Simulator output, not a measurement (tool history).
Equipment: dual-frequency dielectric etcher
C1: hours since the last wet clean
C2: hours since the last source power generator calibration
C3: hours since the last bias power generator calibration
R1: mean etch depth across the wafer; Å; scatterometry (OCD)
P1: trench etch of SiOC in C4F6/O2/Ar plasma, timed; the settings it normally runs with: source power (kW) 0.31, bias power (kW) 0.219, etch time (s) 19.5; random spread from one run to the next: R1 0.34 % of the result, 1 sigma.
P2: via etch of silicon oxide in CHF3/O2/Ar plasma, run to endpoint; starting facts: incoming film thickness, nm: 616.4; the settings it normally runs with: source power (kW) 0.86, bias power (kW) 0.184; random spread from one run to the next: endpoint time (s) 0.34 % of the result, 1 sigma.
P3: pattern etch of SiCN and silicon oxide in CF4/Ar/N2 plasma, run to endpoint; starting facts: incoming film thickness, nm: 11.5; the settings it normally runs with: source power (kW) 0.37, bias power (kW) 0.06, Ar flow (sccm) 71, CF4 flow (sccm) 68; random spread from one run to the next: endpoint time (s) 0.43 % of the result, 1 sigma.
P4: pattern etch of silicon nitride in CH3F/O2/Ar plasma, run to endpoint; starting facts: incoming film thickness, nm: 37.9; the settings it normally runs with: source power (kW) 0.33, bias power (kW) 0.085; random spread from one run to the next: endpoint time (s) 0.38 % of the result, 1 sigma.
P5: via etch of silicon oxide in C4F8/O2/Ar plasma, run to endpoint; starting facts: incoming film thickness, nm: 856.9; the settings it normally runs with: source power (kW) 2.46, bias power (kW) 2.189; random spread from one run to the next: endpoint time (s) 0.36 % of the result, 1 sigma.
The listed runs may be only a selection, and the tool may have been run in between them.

Run 1, hour 14.6: process that ran P1, source power (kW) 0.31, bias power (kW) 0.219, etch time (s) 19.5; C1 183.8; C2 2015.2; C3 1933.5. Result: R1 388.48 Å.
Run 2, hour 33.4: process that ran P3, source power (kW) 0.37, bias power (kW) 0.06, Ar flow (sccm) 71, CF4 flow (sccm) 45; C1 202.6; C2 2034; C3 1952.3. Result: endpoint time (s) 16.904.
Run 3, hour 49.8: process that ran P1, source power (kW) 0.31, bias power (kW) 0.259, etch time (s) 19.5; C1 219; C2 2050.4; C3 1968.7. Result: R1 416.02 Å.
Run 4, hour 59.6: process that ran P4, source power (kW) 0.33, bias power (kW) 0.119; C1 228.8; C2 2060.2; C3 1978.5. Result: endpoint time (s) 48.225.
Run 5, hour 68.4: process that ran P1, source power (kW) 0.31, bias power (kW) 0.219, etch time (s) 19.5; C1 237.6; C2 2069; C3 1987.3. Result: R1 391.19 Å.
Run 6, hour 85.1: process that ran P3, source power (kW) 0.37, bias power (kW) 0.039, Ar flow (sccm) 71, CF4 flow (sccm) 68; C1 254.3; C2 2085.7; C3 2004. Result: endpoint time (s) 17.92.
Run 7, hour 102.8: process that ran P1, source power (kW) 0.19, bias power (kW) 0.219, etch time (s) 19.5; C1 272; C2 2103.4; C3 2021.7. Result: R1 326.02 Å.
Run 8, hour 121.6: process that ran P4, source power (kW) 0.33, bias power (kW) 0.085; C1 290.8; C2 2122.2; C3 2040.5. Result: endpoint time (s) 54.624.
Run 9, hour 134.1: process that ran P1, source power (kW) 0.31, bias power (kW) 0.219, etch time (s) 19.5; C1 303.3; C2 2134.7; C3 2053. Result: R1 394.72 Å.
Run 10, hour 146.6: process that ran P2, source power (kW) 0.86, bias power (kW) 0.245; C1 315.8; C2 2147.2; C3 2065.5. Result: endpoint time (s) 246.1.
Run 11, hour 164.9: process that ran P5, source power (kW) 2.46, bias power (kW) 2.189; C1 334.1; C2 2165.5; C3 2083.8. Result: endpoint time (s) 155.39.
Run 12, hour 176.8: process that ran P1, source power (kW) 0.31, bias power (kW) 0.219, etch time (s) 14.5; C1 346; C2 2177.4; C3 2095.7. Result: R1 292.44 Å.
Run 13, hour 190.9: process that ran P5, source power (kW) 2.46, bias power (kW) 3.049; C1 360.1; C2 2191.5; C3 2109.8. Result: endpoint time (s) 141.85.
Run 14, hour 202.7: process that ran P1, source power (kW) 0.4, bias power (kW) 0.219, etch time (s) 19.5; C1 371.9; C2 2203.3; C3 2121.6. Result: R1 431.1 Å.
Run 15, hour 221.7: process that ran P5, source power (kW) 3.45, bias power (kW) 2.189; C1 390.9; C2 2222.3; C3 2140.6. Result: endpoint time (s) 136.4.
Run 16, hour 240.8: process that ran P1, source power (kW) 0.41, bias power (kW) 0.306, etch time (s) 19.5; C1 410; C2 2241.4; C3 2159.7. Result: R1 488.26 Å.
Run 17, hour 257.6: process that ran P1, source power (kW) 0.31, bias power (kW) 0.175, etch time (s) 19.5; C1 426.8; C2 2258.2; C3 2176.5. Result: R1 364.87 Å.
Run 18, hour 272.9: process that ran P1, source power (kW) 0.31, bias power (kW) 0.219, etch time (s) 19.5; C1 442.1; C2 2273.5; C3 2191.8. Result: R1 391.4 Å.
Run 19, hour 285.1: process that ran P2, source power (kW) 0.86, bias power (kW) 0.184; C1 454.3; C2 2285.7; C3 2204. Result: endpoint time (s) 270.44.
Run 20, hour 304.2: process that ran P3, source power (kW) 0.37, bias power (kW) 0.06, Ar flow (sccm) 95, CF4 flow (sccm) 68; C1 473.4; C2 2304.8; C3 2223.1. Result: endpoint time (s) 16.418.
Run 21, hour 320.1: process that ran P3, source power (kW) 0.46, bias power (kW) 0.06, Ar flow (sccm) 71, CF4 flow (sccm) 68; C1 489.3; C2 2320.7; C3 2239. Result: endpoint time (s) 12.933.
Run 22, hour 337.6: process that ran P1, source power (kW) 0.31, bias power (kW) 0.219, etch time (s) 19.5; C1 506.8; C2 2338.2; C3 2256.5. Result: R1 392.08 Å.
Run 23, hour 347: process that ran P4, source power (kW) 0.44, bias power (kW) 0.085; C1 516.2; C2 2347.6; C3 2265.9. Result: endpoint time (s) 49.043.
Run 24, hour 357.6: process that ran P3, source power (kW) 0.37, bias power (kW) 0.06, Ar flow (sccm) 71, CF4 flow (sccm) 68; C1 526.8; C2 2358.2; C3 2276.5. Result: endpoint time (s) 15.816.
Run 25, hour 366.4: process that ran P2, source power (kW) 0.69, bias power (kW) 0.184; C1 535.6; C2 2367; C3 2285.3. Result: endpoint time (s) 295.1.
Run 26, hour 380.7: process that ran P1, source power (kW) 0.42, bias power (kW) 0.305, etch time (s) 19.5; C1 549.9; C2 2381.3; C3 2299.6. Result: R1 493.46 Å.
At hour 381.6: wet clean of the chamber.
Run 27, hour 395.1: process that ran P1, source power (kW) 0.31, bias power (kW) 0.219, etch time (s) 19.5; C1 13.5; C2 2395.7; C3 2314. Result: R1 392.77 Å.
Run 28, hour 408.8: process that ran P1, source power (kW) 0.31, bias power (kW) 0.219, etch time (s) 25; C1 27.2; C2 2409.4; C3 2327.7. Result: R1 505.7 Å.
Run 29, hour 427.2: process that ran P1, source power (kW) 0.31, bias power (kW) 0.219, etch time (s) 19.5; C1 45.6; C2 2427.8; C3 2346.1. Result: R1 388.91 Å.
Run 30, hour 437.3: process that ran P1, source power (kW) 0.31, bias power (kW) 0.219, etch time (s) 19.5; C1 55.7; C2 2437.9; C3 2356.2. Result: R1 387.69 Å.
Run 31, hour 454.6: process that ran P1, source power (kW) 0.31, bias power (kW) 0.219, etch time (s) 19.5; C1 73; C2 2455.2; C3 2373.5. Result: R1 386.55 Å.
Run 32, hour 471.8: process that ran P1, source power (kW) 0.31, bias power (kW) 0.219, etch time (s) 19.5; C1 90.2; C2 2472.4; C3 2390.7. Result: R1 389.75 Å.
Run 33, hour 484.9: process that ran P1, source power (kW) 0.31, bias power (kW) 0.219, etch time (s) 19.5; C1 103.3; C2 2485.5; C3 2403.8. Result: R1 386.67 Å.
At hour 492.6: wet clean of the chamber.
Run 34, hour 495.1: process that ran P1, source power (kW) 0.31, bias power (kW) 0.219, etch time (s) 19.5; C1 2.5; C2 2495.7; C3 2414. Result: R1 385.39 Å.
Run 35, hour 511.9: process that ran P1, source power (kW) 0.31, bias power (kW) 0.219, etch time (s) 19.5; C1 19.3; C2 2512.5; C3 2430.8. Result: R1 388.68 Å.
Run 36, hour 526: process that ran P1, source power (kW) 0.31, bias power (kW) 0.219, etch time (s) 19.5; C1 33.4; C2 2526.6; C3 2444.9. Result: R1 384.6 Å.
Run 37, hour 537.5: process that ran P1, source power (kW) 0.31, bias power (kW) 0.219, etch time (s) 19.5; C1 44.9; C2 2538.1; C3 2456.4. Result: R1 384.94 Å.

P1 has crept away from where it was. The log is fitted equally well by each of these 2 causes, at the sizes shown:
A: source power that arrives under what is set, % = 4.34
B: bias power that arrives under what is set, % = 4.96
Onset of the creep was near hour 427.2.
Every other cause this tool's parts could produce, and why it does not fit the log:
chamber walls in a state that lowers the etch rate, %: serviced at hour 492.6, after the change had begun; the process did not return to its earlier output

Which of the 4 check runs listed below, each an average over 2 wafers with its results shown as question marks, gives clearly different results under the different listed causes?
Run check 1, hour 549: process that ran P3, source power (kW) 0.37, bias power (kW) 0.06, Ar flow (sccm) 92, CF4 flow (sccm) 68. Result: endpoint time (s) ?.
Run check 2, hour 549: process that ran P5, source power (kW) 3.34, bias power (kW) 2.623. Result: endpoint time (s) ?.
Run check 3, hour 549: process that ran P4, source power (kW) 0.42, bias power (kW) 0.104. Result: endpoint time (s) ?.
Run check 4, hour 549: process that ran P2, source power (kW) 0.86, bias power (kW) 0.235. Result: endpoint time (s) ?.

What every check run would give for each of its results, assuming each possible cause in turn:
  check             result    if A    if B
check 1  endpoint time (s)    17.1  16.715
check 2  endpoint time (s)  133.21  132.83
check 3  endpoint time (s)  47.183  47.286
check 4  endpoint time (s)  254.14  254.31
Separation of the two closest causes in each check, using whichever result separates them best: check 1 2.28 %; check 2 0.29 %; check 3 0.22 %; check 4 0.07 %
The other checks would show nearly matching results whichever cause is true, so check 1 is the only one that separates the causes.

Then check 1 was run and gave: endpoint time (s) 17.182. Which cause is it?

The cause is A: source power that arrives under what is set, %.

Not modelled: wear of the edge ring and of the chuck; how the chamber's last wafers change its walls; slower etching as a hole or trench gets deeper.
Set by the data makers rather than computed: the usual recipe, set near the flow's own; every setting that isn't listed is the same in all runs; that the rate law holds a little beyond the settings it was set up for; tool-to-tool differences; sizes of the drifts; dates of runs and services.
